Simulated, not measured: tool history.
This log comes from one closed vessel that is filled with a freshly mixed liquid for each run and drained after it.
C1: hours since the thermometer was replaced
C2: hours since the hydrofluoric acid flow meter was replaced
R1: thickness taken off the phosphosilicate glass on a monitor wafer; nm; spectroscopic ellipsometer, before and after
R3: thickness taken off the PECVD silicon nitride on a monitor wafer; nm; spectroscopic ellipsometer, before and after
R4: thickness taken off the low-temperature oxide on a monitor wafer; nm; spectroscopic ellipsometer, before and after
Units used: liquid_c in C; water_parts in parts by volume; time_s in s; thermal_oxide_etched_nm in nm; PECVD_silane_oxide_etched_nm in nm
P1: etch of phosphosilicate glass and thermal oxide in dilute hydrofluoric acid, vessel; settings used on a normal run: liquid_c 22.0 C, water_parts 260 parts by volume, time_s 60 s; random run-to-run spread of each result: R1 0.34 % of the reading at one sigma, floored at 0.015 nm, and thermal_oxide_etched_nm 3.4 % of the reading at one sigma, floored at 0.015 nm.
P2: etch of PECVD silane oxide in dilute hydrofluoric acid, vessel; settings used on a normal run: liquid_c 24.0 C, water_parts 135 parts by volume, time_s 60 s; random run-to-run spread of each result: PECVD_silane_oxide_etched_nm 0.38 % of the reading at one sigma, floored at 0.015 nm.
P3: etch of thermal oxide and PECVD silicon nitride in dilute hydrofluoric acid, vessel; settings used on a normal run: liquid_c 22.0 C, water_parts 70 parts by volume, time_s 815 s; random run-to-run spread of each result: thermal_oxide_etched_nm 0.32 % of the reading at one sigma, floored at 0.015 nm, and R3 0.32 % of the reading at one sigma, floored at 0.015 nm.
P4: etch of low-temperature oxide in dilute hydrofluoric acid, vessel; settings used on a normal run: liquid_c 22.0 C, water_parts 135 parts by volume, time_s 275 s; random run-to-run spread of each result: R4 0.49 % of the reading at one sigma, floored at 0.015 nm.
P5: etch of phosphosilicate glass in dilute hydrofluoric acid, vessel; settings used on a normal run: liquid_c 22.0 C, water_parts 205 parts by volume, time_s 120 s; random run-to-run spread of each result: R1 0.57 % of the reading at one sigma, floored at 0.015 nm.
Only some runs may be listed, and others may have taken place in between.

Run 1, hour 12.3: process P1, liquid_c 22.0 C, water_parts 260 parts by volume, time_s 60 s; C1 928.1; C2 1335.2. Result: R1 30.285 nm, thermal_oxide_etched_nm 0.82017 nm.
Run 2, hour 27.8: process P3, liquid_c 22.0 C, water_parts 70 parts by volume, time_s 1585 s; C1 943.6; C2 1350.7. Result: thermal_oxide_etched_nm 100.41000 nm, R3 89.309 nm.
Run 3, hour 42.4: process P4, liquid_c 22.0 C, water_parts 135 parts by volume, time_s 275 s; C1 958.2; C2 1365.3. Result: R4 19.552 nm.
Run 4, hour 57.2: process P4, liquid_c 22.0 C, water_parts 135 parts by volume, time_s 275 s; C1 973.0; C2 1380.1. Result: R4 19.930 nm.
Run 5, hour 73.0: process P1, liquid_c 17.0 C, water_parts 260 parts by volume, time_s 60 s; C1 988.8; C2 1395.9. Result: R1 25.090 nm, thermal_oxide_etched_nm 0.69936 nm.
Run 6, hour 82.2: process P1, liquid_c 22.0 C, water_parts 165 parts by volume, time_s 60 s; C1 998.0; C2 1405.1. Result: R1 52.483 nm, thermal_oxide_etched_nm 1.45780 nm.
Run 7, hour 89.8: process P1, liquid_c 22.0 C, water_parts 260 parts by volume, time_s 30 s; C1 1005.6; C2 1412.7. Result: R1 15.095 nm, thermal_oxide_etched_nm 0.43042 nm.
Run 8, hour 99.8: process P1, liquid_c 22.0 C, water_parts 260 parts by volume, time_s 60 s; C1 1015.6; C2 1422.7. Result: R1 30.009 nm, thermal_oxide_etched_nm 0.87129 nm.
Run 9, hour 113.6: process P5, liquid_c 27.0 C, water_parts 205 parts by volume, time_s 120 s; C1 1029.4; C2 1436.5. Result: R1 71.455 nm.
Run 10, hour 125.9: process P4, liquid_c 28.0 C, water_parts 135 parts by volume, time_s 275 s; C1 1041.7; C2 1448.8. Result: R4 24.890 nm.
Run 11, hour 138.8: process P2, liquid_c 24.0 C, water_parts 230 parts by volume, time_s 60 s; C1 1054.6; C2 1461.7. Result: PECVD_silane_oxide_etched_nm 3.3537 nm.
Run 12, hour 148.6: process P2, liquid_c 19.5 C, water_parts 135 parts by volume, time_s 60 s; C1 1064.4; C2 1471.5. Result: PECVD_silane_oxide_etched_nm 5.3919 nm.
Run 13, hour 160.9: process P1, liquid_c 22.0 C, water_parts 75 parts by volume, time_s 30 s; C1 1076.7; C2 1483.8. Result: R1 63.862 nm, thermal_oxide_etched_nm 1.71590 nm.
Run 14, hour 169.1: process P2, liquid_c 24.0 C, water_parts 135 parts by volume, time_s 60 s; C1 1084.9; C2 1492.0. Result: PECVD_silane_oxide_etched_nm 6.3758 nm.
Run 15, hour 181.6: process P1, liquid_c 22.0 C, water_parts 260 parts by volume, time_s 60 s; C1 1097.4; C2 1504.5. Result: R1 30.223 nm, thermal_oxide_etched_nm 0.80565 nm.
Run 16, hour 198.6: process P3, liquid_c 22.0 C, water_parts 20 parts by volume, time_s 815 s; C1 1114.4; C2 1521.5. Result: thermal_oxide_etched_nm 191.67000 nm, R3 154.440 nm.
Run 17, hour 211.7: process P5, liquid_c 22.0 C, water_parts 105 parts by volume, time_s 120 s; C1 1127.5; C2 1534.6. Result: R1 130.600 nm.
Run 18, hour 220.6: process P1, liquid_c 22.0 C, water_parts 260 parts by volume, time_s 60 s; C1 1136.4; C2 1543.5. Result: R1 30.273 nm, thermal_oxide_etched_nm 0.80910 nm.
Run 19, hour 228.9: process P2, liquid_c 24.0 C, water_parts 135 parts by volume, time_s 90 s; C1 1144.7; C2 1551.8. Result: PECVD_silane_oxide_etched_nm 9.5448 nm.
Run 20, hour 243.1: process P4, liquid_c 22.0 C, water_parts 135 parts by volume, time_s 155 s; C1 1158.9; C2 1566.0. Result: R4 11.124 nm.
Run 21, hour 260.0: process P4, liquid_c 22.0 C, water_parts 190 parts by volume, time_s 275 s; C1 1175.8; C2 1582.9. Result: R4 13.299 nm.
Run 22, hour 272.2: process P1, liquid_c 22.0 C, water_parts 260 parts by volume, time_s 60 s; C1 1188.0; C2 1595.1. Result: R1 30.157 nm, thermal_oxide_etched_nm 0.83506 nm.
Run 23, hour 285.3: process P3, liquid_c 22.0 C, water_parts 70 parts by volume, time_s 815 s; C1 1201.1; C2 1608.2. Result: thermal_oxide_etched_nm 51.37800 nm, R3 45.741 nm.
Run 24, hour 293.9: process P1, liquid_c 22.0 C, water_parts 370 parts by volume, time_s 60 s; C1 1209.7; C2 1616.8. Result: R1 19.156 nm, thermal_oxide_etched_nm 0.49801 nm.
Run 25, hour 306.0: process P1, liquid_c 17.0 C, water_parts 260 parts by volume, time_s 30 s; C1 1221.8; C2 1628.9. Result: R1 12.512 nm, thermal_oxide_etched_nm 0.36110 nm.
Run 26, hour 317.7: process P5, liquid_c 22.0 C, water_parts 205 parts by volume, time_s 120 s; C1 1233.5; C2 1640.6. Result: R1 59.306 nm.
Run 27, hour 325.0: process P3, liquid_c 26.5 C, water_parts 70 parts by volume, time_s 815 s; C1 1240.8; C2 1647.9. Result: thermal_oxide_etched_nm 62.29100 nm, R3 62.077 nm.
Run 28, hour 333.7: process P1, liquid_c 22.0 C, water_parts 260 parts by volume, time_s 115 s; C1 1249.5; C2 1656.6. Result: R1 57.858 nm, thermal_oxide_etched_nm 1.63500 nm.
Run 29, hour 344.3: process P5, liquid_c 22.0 C, water_parts 205 parts by volume, time_s 230 s; C1 1260.1; C2 1667.2. Result: R1 113.800 nm.
Run 30, hour 353.6: process P1, liquid_c 27.5 C, water_parts 260 parts by volume, time_s 60 s; C1 1269.4; C2 1676.5. Result: R1 36.691 nm, thermal_oxide_etched_nm 1.03300 nm.
Run 31, hour 365.8: process P1, liquid_c 22.0 C, water_parts 260 parts by volume, time_s 60 s; C1 1281.6; C2 1688.7. Result: R1 30.169 nm, thermal_oxide_etched_nm 0.77148 nm.
Run 32, hour 382.8: process P1, liquid_c 22.0 C, water_parts 260 parts by volume, time_s 60 s; C1 1298.6; C2 1705.7. Result: R1 31.453 nm, thermal_oxide_etched_nm 0.92497 nm.
Run 33, hour 392.6: process P1, liquid_c 22.0 C, water_parts 260 parts by volume, time_s 60 s; C1 1308.4; C2 1715.5. Result: R1 32.036 nm, thermal_oxide_etched_nm 0.83441 nm.
Run 34, hour 404.8: process P1, liquid_c 22.0 C, water_parts 260 parts by volume, time_s 60 s; C1 1320.6; C2 1727.7. Result: R1 32.133 nm, thermal_oxide_etched_nm 0.83412 nm.
Run 35, hour 418.1: process P1, liquid_c 22.0 C, water_parts 260 parts by volume, time_s 60 s; C1 1333.9; C2 1741.0. Result: R1 32.082 nm, thermal_oxide_etched_nm 0.87963 nm.
Run 36, hour 426.3: process P1, liquid_c 22.0 C, water_parts 260 parts by volume, time_s 60 s; C1 1342.1; C2 1749.2. Result: R1 32.377 nm, thermal_oxide_etched_nm 0.83614 nm.
Run 37, hour 435.9: process P1, liquid_c 22.0 C, water_parts 260 parts by volume, time_s 60 s; C1 1351.7; C2 1758.8. Result: R1 32.335 nm, thermal_oxide_etched_nm 0.84504 nm.
Run 38, hour 444.2: process P1, liquid_c 22.0 C, water_parts 260 parts by volume, time_s 60 s; C1 1360.0; C2 1767.1. Result: R1 32.384 nm, thermal_oxide_etched_nm 0.84391 nm.

P1 has crept away from where it was. The log is fitted equally well by each of these 2 causes, at the sizes shown:
A: hydrofluoric acid flow above the setpoint (%) = 5.89
B: liquid hotter than its thermometer reads (K) = 1.98
Onset of the creep was near hour 365.8.

Each of the 4 check runs below uses one wafer; its results are left as question marks. Which run tells the causes apart?
Run check 1, hour 452.5: process P5, liquid_c 22.0 C, water_parts 205 parts by volume, time_s 120 s. Result: R1 ?.
Run check 2, hour 452.5: process P3, liquid_c 22.0 C, water_parts 70 parts by volume, time_s 815 s. Result: thermal_oxide_etched_nm ?, R3 ?.
Run check 3, hour 452.5: process P4, liquid_c 22.0 C, water_parts 135 parts by volume, time_s 275 s. Result: R4 ?.
Run check 4, hour 452.5: process P2, liquid_c 24.0 C, water_parts 135 parts by volume, time_s 60 s. Result: PECVD_silane_oxide_etched_nm ?.

Check results expected under each cause:
  check                        result      if A      if B
check 1                            R1    63.859    64.168
check 2       thermal_oxide_etched_nm  54.98100  56.03300
check 2                            R3    48.644    52.554
check 3                            R4    21.097    21.343
check 4  PECVD_silane_oxide_etched_nm    6.8347    6.9014
Minimum pairwise separation of causes per check, each pair taken at its best-separating result: check 1 0.48 %; check 2 7.73 %; check 3 1.16 %; check 4 0.97 %
Check 2 is the one run that separates the causes; every other check would come out nearly the same whichever cause is at work.

After running check 2, the following was obtained: thermal_oxide_etched_nm 54.76200 nm; R3 48.728 nm. Which cause does this point to?

It is A: hydrofluoric acid flow above the setpoint (%).

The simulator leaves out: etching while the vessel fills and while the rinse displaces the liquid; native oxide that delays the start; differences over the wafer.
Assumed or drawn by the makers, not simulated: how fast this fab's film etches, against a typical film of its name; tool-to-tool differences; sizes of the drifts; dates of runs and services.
